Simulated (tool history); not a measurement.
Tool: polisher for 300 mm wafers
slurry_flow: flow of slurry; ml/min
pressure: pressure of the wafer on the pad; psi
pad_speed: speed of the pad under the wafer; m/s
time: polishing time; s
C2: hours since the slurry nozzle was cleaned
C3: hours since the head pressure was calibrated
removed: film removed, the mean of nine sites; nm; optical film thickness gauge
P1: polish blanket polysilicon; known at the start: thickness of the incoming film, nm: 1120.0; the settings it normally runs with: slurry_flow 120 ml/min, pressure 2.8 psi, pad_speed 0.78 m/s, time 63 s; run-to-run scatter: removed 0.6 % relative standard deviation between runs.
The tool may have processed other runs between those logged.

run 1 hour=17.0 | slurry_flow=120 pressure=2.8 pad_speed=0.78 time=63 | wafers_polished_on_this_pad=1043 C2=128.7 C3=247.7 | removed=349.04
run 2 hour=25.2 | slurry_flow=120 pressure=2.8 pad_speed=0.78 time=63 | wafers_polished_on_this_pad=1127 C2=136.9 C3=255.9 | removed=350.73
run 3 hour=38.8 | slurry_flow=120 pressure=2.8 pad_speed=0.36 time=63 | wafers_polished_on_this_pad=1267 C2=150.5 C3=269.5 | removed=162.57
run 4 hour=51.4 | slurry_flow=120 pressure=2.8 pad_speed=0.78 time=63 | wafers_polished_on_this_pad=1396 C2=163.1 C3=282.1 | removed=354.40
run 5 hour=65.2 | slurry_flow=120 pressure=2.8 pad_speed=0.78 time=63 | wafers_polished_on_this_pad=1538 C2=176.9 C3=295.9 | removed=351.57
-- hour=70.6 worn pad replaced by a new one
run 6 hour=73.4 | slurry_flow=120 pressure=2.8 pad_speed=0.78 time=63 | wafers_polished_on_this_pad=28 C2=185.1 C3=304.1 | removed=350.22
run 7 hour=86.6 | slurry_flow=120 pressure=2.0 pad_speed=0.78 time=63 | wafers_polished_on_this_pad=164 C2=198.3 C3=317.3 | removed=249.43
run 8 hour=97.6 | slurry_flow=70 pressure=2.8 pad_speed=0.78 time=63 | wafers_polished_on_this_pad=277 C2=209.3 C3=328.3 | removed=302.49
run 9 hour=113.3 | slurry_flow=120 pressure=4.1 pad_speed=0.78 time=63 | wafers_polished_on_this_pad=438 C2=225.0 C3=344.0 | removed=512.62
run 10 hour=123.7 | slurry_flow=155 pressure=2.8 pad_speed=0.78 time=36 | wafers_polished_on_this_pad=545 C2=235.4 C3=354.4 | removed=208.20
run 11 hour=135.0 | slurry_flow=120 pressure=2.8 pad_speed=1.08 time=63 | wafers_polished_on_this_pad=661 C2=246.7 C3=365.7 | removed=481.58
run 12 hour=152.1 | slurry_flow=120 pressure=2.8 pad_speed=0.78 time=29 | wafers_polished_on_this_pad=836 C2=263.8 C3=382.8 | removed=159.45
run 13 hour=161.3 | slurry_flow=120 pressure=2.8 pad_speed=0.78 time=88 | wafers_polished_on_this_pad=931 C2=273.0 C3=392.0 | removed=493.04
run 14 hour=176.2 | slurry_flow=120 pressure=1.8 pad_speed=0.58 time=63 | wafers_polished_on_this_pad=1084 C2=287.9 C3=406.9 | removed=167.67
run 15 hour=192.6 | slurry_flow=185 pressure=2.8 pad_speed=0.78 time=63 | wafers_polished_on_this_pad=1252 C2=304.3 C3=423.3 | removed=379.91
run 16 hour=200.4 | slurry_flow=120 pressure=2.8 pad_speed=0.78 time=63 | wafers_polished_on_this_pad=1332 C2=312.1 C3=431.1 | removed=349.92
run 17 hour=208.0 | slurry_flow=120 pressure=2.8 pad_speed=0.78 time=63 | wafers_polished_on_this_pad=1410 C2=319.7 C3=438.7 | removed=344.14
run 18 hour=218.3 | slurry_flow=120 pressure=2.8 pad_speed=0.78 time=63 | wafers_polished_on_this_pad=1516 C2=330.0 C3=449.0 | removed=338.07
run 19 hour=228.0 | slurry_flow=120 pressure=2.8 pad_speed=0.78 time=63 | wafers_polished_on_this_pad=1615 C2=339.7 C3=458.7 | removed=330.78
run 20 hour=238.8 | slurry_flow=120 pressure=2.8 pad_speed=0.78 time=63 | wafers_polished_on_this_pad=1726 C2=350.5 C3=469.5 | removed=328.42

Run 21 comes next. What will it give?
-- hour=244.8 worn pad replaced by a new one
run 21 hour=254.0 | slurry_flow=120 pressure=2.8 pad_speed=0.78 time=63 | wafers_polished_on_this_pad=95 C2=365.7 C3=484.7 | removed=?

removed: 323.34 nm

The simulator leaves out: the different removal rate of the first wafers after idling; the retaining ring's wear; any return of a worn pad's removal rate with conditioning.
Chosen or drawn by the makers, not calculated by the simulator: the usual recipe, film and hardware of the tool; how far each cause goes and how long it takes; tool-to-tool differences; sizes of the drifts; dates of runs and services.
